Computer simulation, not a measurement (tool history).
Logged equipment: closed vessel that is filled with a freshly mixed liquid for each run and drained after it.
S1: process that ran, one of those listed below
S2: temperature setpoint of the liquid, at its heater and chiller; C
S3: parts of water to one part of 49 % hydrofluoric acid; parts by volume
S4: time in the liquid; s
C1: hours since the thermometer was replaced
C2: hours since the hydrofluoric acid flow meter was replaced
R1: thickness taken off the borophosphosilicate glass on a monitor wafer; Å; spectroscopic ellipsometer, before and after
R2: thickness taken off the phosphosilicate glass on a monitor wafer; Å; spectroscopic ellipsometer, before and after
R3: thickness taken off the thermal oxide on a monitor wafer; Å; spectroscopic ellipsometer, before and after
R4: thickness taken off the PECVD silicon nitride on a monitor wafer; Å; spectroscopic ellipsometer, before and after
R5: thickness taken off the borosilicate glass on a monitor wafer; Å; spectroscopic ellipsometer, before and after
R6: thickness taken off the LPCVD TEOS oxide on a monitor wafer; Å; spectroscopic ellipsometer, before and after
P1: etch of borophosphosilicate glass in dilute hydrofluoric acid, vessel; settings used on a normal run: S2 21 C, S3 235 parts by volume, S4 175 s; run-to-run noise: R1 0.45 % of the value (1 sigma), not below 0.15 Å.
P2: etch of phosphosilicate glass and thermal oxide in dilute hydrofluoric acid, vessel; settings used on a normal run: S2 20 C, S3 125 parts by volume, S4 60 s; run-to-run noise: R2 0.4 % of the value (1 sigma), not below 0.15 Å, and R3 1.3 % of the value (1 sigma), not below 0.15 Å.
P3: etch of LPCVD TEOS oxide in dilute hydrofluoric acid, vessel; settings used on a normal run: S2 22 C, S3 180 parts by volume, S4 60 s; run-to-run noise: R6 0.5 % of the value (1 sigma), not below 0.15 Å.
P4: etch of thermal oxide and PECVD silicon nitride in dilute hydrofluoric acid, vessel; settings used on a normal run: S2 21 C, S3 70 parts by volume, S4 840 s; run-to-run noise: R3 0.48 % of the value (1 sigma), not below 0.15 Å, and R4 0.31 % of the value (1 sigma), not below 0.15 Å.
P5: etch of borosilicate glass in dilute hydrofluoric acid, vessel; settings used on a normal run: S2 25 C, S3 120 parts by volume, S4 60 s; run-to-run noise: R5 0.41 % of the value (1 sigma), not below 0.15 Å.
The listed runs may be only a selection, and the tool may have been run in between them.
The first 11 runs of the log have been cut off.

run   hour  S1    S2   S3   S4      C1     C2      R1  R2      R3      R4      R5      R6
 12     55  P1    17  315  175  1842.2  678.3  182.43
 13     61  P1    17  235  175  1848.2  684.3  265.09
 14   64.7  P3    22  180   60  1851.9    688                                      80.909
 15   71.3  P1    21  235  175  1858.5  694.6  306.17
 16   78.1  P1    21  235   35  1865.3  701.4   61.44
 17   83.7  P5    25  180   60  1870.9    707                              181.83
 18   88.7  P5  30.5  120   60  1875.9    712                              357.71
 19   91.9  P3    17  180   60  1879.1  715.2                                      66.753
 20   98.3  P3    22   55   60  1885.5  721.6                                      305.93
 21  102.3  P1    21  135  175  1889.5  725.6  597.17
 22  106.3  P1    21  235  315  1893.5  729.6  554.12
 23  110.3  P1    21  235  175  1897.5  733.6  307.05
 24  113.4  P4    21  105  840  1900.6  736.7              331.74  314.52

Expected results for the next run?
 25  118.7  P1  21  360  175  1905.9  742   ?

R1: 178.79 Å
